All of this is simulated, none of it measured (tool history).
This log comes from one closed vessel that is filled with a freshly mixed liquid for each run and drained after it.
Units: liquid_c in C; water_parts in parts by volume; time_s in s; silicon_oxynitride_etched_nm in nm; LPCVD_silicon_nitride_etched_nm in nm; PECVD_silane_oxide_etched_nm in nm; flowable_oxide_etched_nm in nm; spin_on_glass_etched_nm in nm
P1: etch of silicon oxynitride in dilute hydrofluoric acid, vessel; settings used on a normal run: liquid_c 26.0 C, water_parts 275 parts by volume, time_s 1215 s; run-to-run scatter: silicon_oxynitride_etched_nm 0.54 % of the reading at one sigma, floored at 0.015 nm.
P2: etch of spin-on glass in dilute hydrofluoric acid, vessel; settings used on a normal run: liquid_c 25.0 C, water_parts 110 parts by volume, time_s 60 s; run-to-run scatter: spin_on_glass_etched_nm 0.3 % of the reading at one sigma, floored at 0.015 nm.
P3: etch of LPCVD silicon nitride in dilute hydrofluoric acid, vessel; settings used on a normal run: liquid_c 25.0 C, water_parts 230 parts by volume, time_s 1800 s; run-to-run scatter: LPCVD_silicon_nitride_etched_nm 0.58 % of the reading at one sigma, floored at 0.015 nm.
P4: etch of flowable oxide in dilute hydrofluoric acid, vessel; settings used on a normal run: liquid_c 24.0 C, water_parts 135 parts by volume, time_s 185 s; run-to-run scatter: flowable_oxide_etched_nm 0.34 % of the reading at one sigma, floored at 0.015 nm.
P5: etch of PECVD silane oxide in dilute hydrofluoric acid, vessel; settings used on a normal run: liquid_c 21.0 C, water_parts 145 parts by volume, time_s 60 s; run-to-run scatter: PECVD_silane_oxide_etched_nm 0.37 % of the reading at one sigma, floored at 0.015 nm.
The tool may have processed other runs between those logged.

run   hour  process  liquid_c  water_parts  time_s  hours since the thermometer was replaced  hours since the hydrofluoric acid flow meter was replaced  silicon_oxynitride_etched_nm  LPCVD_silicon_nitride_etched_nm  PECVD_silane_oxide_etched_nm  flowable_oxide_etched_nm  spin_on_glass_etched_nm
  1    4.9       P1      26.0          275    1215                                     625.1                                                      382.1                        7.0520
  2   13.4       P3      25.0          135    1800                                     633.6                                                      390.6                                                         7.3799
  3   20.8       P1      32.0          275    1215                                     641.0                                                      398.0                        9.0404
  4   26.6       P3      17.5          230    1800                                     646.8                                                      403.8                                                         2.6653
  5   33.6       P5      21.0          145      60                                     653.8                                                      410.8                                                                                      14.9420
  6   42.4       P1      26.0          275    1215                                     662.6                                                      419.6                        7.0255
  7   48.5       P1      26.0          375    1215                                     668.7                                                      425.7                        4.8455
  8   54.2       P4      20.0          135     185                                     674.4                                                      431.4                                                                                                                 25.384
  9   63.3       P1      21.0          275    1215                                     683.5                                                      440.5                        5.7778
 10   67.7       P1      26.0          275    2090                                     687.9                                                      444.9                       12.2930
 11   73.9       P2      25.0           65      60                                     694.1                                                      451.1                                                                                                                                          38.882
 12   82.2       P5      21.0          145      30                                     702.4                                                      459.4                                                                                       7.4746
 13   90.7       P1      26.0          275    1215                                     710.9                                                      467.9                        7.0396
 14   94.9       P1      26.0          275     405                                     715.1                                                      472.1                        2.3704
 15  101.0       P2      18.5          110      60                                     721.2                                                      478.2                                                                                                                                          16.726
 16  105.4       P3      25.0          230     775                                     725.6                                                      482.6                                                         1.8514
 17  112.0       P5      27.5          145      60                                     732.2                                                      489.2                                                                                      19.2620
 18  121.2       P1      26.0          275    1215                                     741.4                                                      498.4                        7.1230
 19  127.7       P1      26.0          105    1215                                     747.9                                                      504.9                       21.1770
 20  133.7       P4      24.0          135     185                                     753.9                                                      510.9                                                                                                                 29.646
 21  140.8       P1      34.0          165    1215                                     761.0                                                      518.0                       18.1750
 22  148.3       P2      25.0          110      60                                     768.5                                                      525.5                                                                                                                                          21.716
 23  156.4       P1      26.0          275    1215                                     776.6                                                      533.6                        7.0752

Run 24 comes next. What will it give?
 24  164.7       P2      25.0          110      30                                     784.9                                                      541.9                                                                                                                                               ?

{"run 24": {"spin_on_glass_etched_nm": 10.847}}
